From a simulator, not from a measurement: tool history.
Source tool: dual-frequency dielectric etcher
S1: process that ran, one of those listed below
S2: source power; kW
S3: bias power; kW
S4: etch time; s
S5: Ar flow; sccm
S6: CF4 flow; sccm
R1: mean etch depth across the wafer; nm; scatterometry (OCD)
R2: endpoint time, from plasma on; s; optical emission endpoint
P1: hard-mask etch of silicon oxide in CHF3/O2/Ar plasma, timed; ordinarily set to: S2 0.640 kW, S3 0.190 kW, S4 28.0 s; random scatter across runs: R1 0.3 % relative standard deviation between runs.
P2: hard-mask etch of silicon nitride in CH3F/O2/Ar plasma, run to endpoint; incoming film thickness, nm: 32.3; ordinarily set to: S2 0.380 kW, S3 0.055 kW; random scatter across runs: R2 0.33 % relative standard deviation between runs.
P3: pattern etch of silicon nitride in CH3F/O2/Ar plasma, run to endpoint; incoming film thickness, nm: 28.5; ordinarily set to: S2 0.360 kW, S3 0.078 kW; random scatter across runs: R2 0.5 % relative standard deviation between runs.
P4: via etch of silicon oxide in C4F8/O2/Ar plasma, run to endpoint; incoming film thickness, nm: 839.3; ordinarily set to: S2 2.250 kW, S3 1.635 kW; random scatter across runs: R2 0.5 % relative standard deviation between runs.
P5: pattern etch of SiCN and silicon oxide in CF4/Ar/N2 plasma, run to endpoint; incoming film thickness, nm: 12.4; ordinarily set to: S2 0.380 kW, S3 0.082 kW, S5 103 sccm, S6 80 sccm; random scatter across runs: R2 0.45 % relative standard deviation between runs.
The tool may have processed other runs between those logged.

run,hour,S1,S2,S3,S4,S5,S6,R1,R2
1,6.8,P1,0.640,0.190,28.0,,,58.651,
2,12.6,P3,0.360,0.078,,,,,42.337
3,16.5,P2,0.380,0.043,,,,,57.411
4,22.4,P1,0.640,0.190,34.5,,,72.094,
5,27.3,P1,0.640,0.252,28.0,,,64.747,
6,33.7,P1,0.640,0.190,28.0,,,58.643,
7,39.0,P5,0.380,0.065,,103,80,,16.797
8,46.2,P5,0.520,0.082,,103,80,,11.774
9,51.4,P5,0.380,0.082,,103,51,,16.626
10,58.4,P1,0.640,0.190,15.5,,,32.443,
11,62.2,P5,0.380,0.082,,103,80,,15.467
12,68.7,P2,0.250,0.055,,,,,62.482
13,75.2,P1,0.450,0.190,28.0,,,50.870,
14,80.0,P1,0.640,0.190,28.0,,,58.726,
15,86.0,P5,0.380,0.082,,84,80,,15.114
16,89.7,P2,0.380,0.055,,,,,53.105
17,97.8,P1,0.390,0.190,15.5,,,26.875,
18,105.3,P2,0.380,0.055,,,,,53.171
19,109.1,P1,0.640,0.190,28.0,,,58.701,
20,114.8,P3,0.360,0.046,,,,,50.427
21,119.2,P1,0.640,0.190,28.0,,,58.770,
22,126.6,P3,0.360,0.078,,,,,42.064
23,132.2,P5,0.380,0.082,,103,80,,15.441
24,139.0,P4,2.250,1.061,,,,,186.430
25,147.2,P4,2.250,1.635,,,,,166.160
26,154.3,P4,3.180,1.635,,,,,144.040
27,158.6,P1,0.830,0.190,28.0,,,64.697,
28,165.9,P3,0.450,0.078,,,,,38.858
29,174.0,P1,0.640,0.110,28.0,,,49.179,
30,180.9,P4,2.250,1.635,,,,,167.190
31,187.2,P1,0.640,0.190,28.0,,,58.770,
32,191.0,P1,0.640,0.190,28.0,,,59.125,
33,197.3,P1,0.640,0.190,28.0,,,59.301,
34,204.3,P1,0.640,0.190,28.0,,,59.318,
# hour 208.6: wet clean of the chamber
35,209.3,P1,0.640,0.190,28.0,,,59.525,
36,215.4,P1,0.640,0.190,28.0,,,59.794,
37,222.3,P1,0.640,0.190,28.0,,,59.419,

What P1 gives has crept off from where it sat before. The 2 causes that follow fit the log equally well, each at the size noted:
A: source power that arrives over what is set, % = 4.06
B: bias power that arrives over what is set, % = 4.57
Onset of the creep was near hour 187.2.
Other possible causes, and why each is ruled out:
chamber walls in a state that raises the etch rate, %: serviced at hour 208.6, which brought nothing back

The 4 check runs listed below each average the results of 3 wafers, and their outcomes are marked with question marks. Under which run would the listed causes produce clearly different results?
check 1,229.2,P2,0.310,0.055,,,,,?
check 2,229.2,P3,0.420,0.053,,,,,?
check 3,229.2,P4,2.640,1.635,,,,,?
check 4,229.2,P5,0.380,0.067,,103,80,,?

Predicted outcomes, by check and by cause:
check,result,if A,if B
check 1,R2,56.604,56.635
check 2,R2,44.494,44.549
check 3,R2,153.510,154.160
check 4,R2,16.035,16.365
Separation of the two closest causes in each check, using whichever result separates them best: check 1 0.05 %; check 2 0.12 %; check 3 0.42 %; check 4 2.03 %
Only in check 4 would the causes give clearly different results; in the remaining checks their results would be nearly the same.

Check 4 has now been run. It gave: R2 16.025 s. Which of the candidate causes is it?

The cause is A: source power that arrives over what is set, %.
